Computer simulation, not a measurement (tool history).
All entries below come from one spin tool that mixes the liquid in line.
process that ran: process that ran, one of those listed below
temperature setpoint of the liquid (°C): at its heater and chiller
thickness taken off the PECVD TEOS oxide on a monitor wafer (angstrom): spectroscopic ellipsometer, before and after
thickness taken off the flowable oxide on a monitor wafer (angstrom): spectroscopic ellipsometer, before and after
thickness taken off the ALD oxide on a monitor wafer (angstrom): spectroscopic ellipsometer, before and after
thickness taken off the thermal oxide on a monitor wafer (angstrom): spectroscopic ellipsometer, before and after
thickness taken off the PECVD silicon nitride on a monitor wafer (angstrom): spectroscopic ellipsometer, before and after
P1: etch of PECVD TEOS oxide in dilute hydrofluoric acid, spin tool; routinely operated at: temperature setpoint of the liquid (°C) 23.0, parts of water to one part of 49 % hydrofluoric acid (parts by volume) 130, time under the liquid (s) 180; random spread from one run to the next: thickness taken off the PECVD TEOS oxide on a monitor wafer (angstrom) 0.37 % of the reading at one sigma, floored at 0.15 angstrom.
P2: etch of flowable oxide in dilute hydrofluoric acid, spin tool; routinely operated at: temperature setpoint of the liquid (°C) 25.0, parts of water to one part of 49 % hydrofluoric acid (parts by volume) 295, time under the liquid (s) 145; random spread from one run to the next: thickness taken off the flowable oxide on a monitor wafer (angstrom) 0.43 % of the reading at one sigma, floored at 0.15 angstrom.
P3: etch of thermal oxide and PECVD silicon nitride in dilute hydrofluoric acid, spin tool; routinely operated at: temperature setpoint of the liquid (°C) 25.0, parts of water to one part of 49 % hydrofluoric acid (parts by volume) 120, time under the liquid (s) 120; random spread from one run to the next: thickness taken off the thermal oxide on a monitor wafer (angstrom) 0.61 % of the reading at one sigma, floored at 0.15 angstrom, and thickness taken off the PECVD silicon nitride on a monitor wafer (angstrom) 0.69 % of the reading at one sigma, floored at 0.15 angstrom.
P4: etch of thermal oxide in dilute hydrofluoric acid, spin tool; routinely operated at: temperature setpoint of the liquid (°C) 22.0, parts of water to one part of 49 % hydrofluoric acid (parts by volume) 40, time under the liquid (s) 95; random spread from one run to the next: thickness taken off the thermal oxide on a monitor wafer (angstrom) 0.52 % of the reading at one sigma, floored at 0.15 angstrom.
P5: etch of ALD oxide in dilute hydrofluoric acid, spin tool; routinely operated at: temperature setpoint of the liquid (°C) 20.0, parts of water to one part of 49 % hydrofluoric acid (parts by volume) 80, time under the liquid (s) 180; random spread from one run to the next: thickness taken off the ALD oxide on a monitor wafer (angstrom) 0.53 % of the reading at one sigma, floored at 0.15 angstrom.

run	hour	process that ran	temperature setpoint of the liquid (°C)	parts of water to one part of 49 % hydrofluoric acid (parts by volume)	time under the liquid (s)	thickness taken off the PECVD TEOS oxide on a monitor wafer (angstrom)	thickness taken off the flowable oxide on a monitor wafer (angstrom)	thickness taken off the ALD oxide on a monitor wafer (angstrom)	thickness taken off the thermal oxide on a monitor wafer (angstrom)	thickness taken off the PECVD silicon nitride on a monitor wafer (angstrom)
1	11.8	P1	23.0	130	180	236.280				
2	18.0	P2	25.0	295	145		161.200			
3	24.1	P5	26.5	80	180			339.96		
4	30.9	P2	17.0	295	145		121.050			
5	40.5	P1	23.0	50	180	681.250				
6	50.5	P5	20.0	80	15			22.02		
7	56.8	P5	20.0	80	180			260.28		
8	66.8	P2	25.0	295	145		161.310			
9	75.3	P1	23.0	130	180	233.040				
10	83.5	P3	25.0	120	120				45.479	31.175
11	88.8	P1	23.0	185	180	154.700				
12	98.5	P3	25.0	120	225				85.742	58.355
13	105.5	P1	23.0	130	180	236.040				
14	115.7	P1	18.5	130	180	196.810				
15	125.3	P1	23.0	130	305	401.140				
16	134.1	P1	23.0	130	180	235.890				
17	142.1	P3	25.0	120	120				45.310	31.451
18	149.5	P2	25.0	295	15		17.039			
19	156.0	P1	23.0	130	180	234.860				
20	163.5	P1	23.0	130	40	52.065				
21	170.5	P4	22.0	40	95				112.100	
22	176.2	P4	30.0	40	95				155.790	
23	186.1	P1	23.0	130	180	235.760				
24	192.3	P2	25.0	135	145		421.830			
25	201.7	P4	22.0	40	15				17.618	
26	210.7	P1	23.0	225	350	238.270				
27	221.3	P1	23.0	130	180	234.230				
28	233.1	P5	20.0	145	180			133.30		
29	241.6	P4	22.0	60	95				73.508	
30	250.8	P1	28.0	130	180	285.590				
31	262.5	P3	32.5	120	120				60.421	49.410
32	269.5	P3	25.0	220	120				22.315	16.668
33	280.5	P1	23.0	130	180	235.620				
34	288.1	P1	23.0	130	180	244.260				
35	294.2	P1	23.0	130	180	247.950				
36	303.8	P1	23.0	130	180	252.760				
37	309.9	P1	23.0	130	180	253.190				
38	320.4	P1	23.0	130	180	255.870				
39	326.5	P1	23.0	130	180	256.580				
40	331.9	P1	23.0	130	180	256.940				
41	340.5	P1	23.0	130	180	257.160				

The log shows P1 creeping away from where it was. Any of the 2 causes listed here, at the size stated for it, fits the log just as well as the others:
A: hydrofluoric acid flow above the setpoint (%) = 7.99
B: liquid hotter than its thermometer reads (K) = 2.28
The onset of the drift is placed at about hour 280.5.

Which of the 4 check runs listed below, each an average over 2 wafers with its results shown as question marks, gives clearly different results under the different listed causes?
check 1	349.1	P4	26.5	40	20				?	
check 2	349.1	P5	20.0	140	95			?		
check 3	349.1	P3	25.0	185	120				?	?
check 4	349.1	P2	25.0	140	15		?			

What every check run would give for each of its results, assuming each possible cause in turn:
check	result	if A	if B
check 1	thickness taken off the thermal oxide on a monitor wafer (angstrom)	31.021	31.361
check 2	thickness taken off the ALD oxide on a monitor wafer (angstrom)	80.433	80.626
check 3	thickness taken off the thermal oxide on a monitor wafer (angstrom)	30.196	29.920
check 3	thickness taken off the PECVD silicon nitride on a monitor wafer (angstrom)	21.859	23.346
check 4	thickness taken off the flowable oxide on a monitor wafer (angstrom)	45.480	45.329
Gap, in per cent, between the two causes that each check separates least, read from the result that separates them most: check 1 1.09 %; check 2 0.24 %; check 3 6.58 %; check 4 0.33 %
Only check 3 tells the causes apart: in the others they would give nearly the same result.

Check 3 was then run and gave: thickness taken off the thermal oxide on a monitor wafer (angstrom) 30.532; thickness taken off the PECVD silicon nitride on a monitor wafer (angstrom) 21.619. Which cause is it?

The cause is A: hydrofluoric acid flow above the setpoint (%).
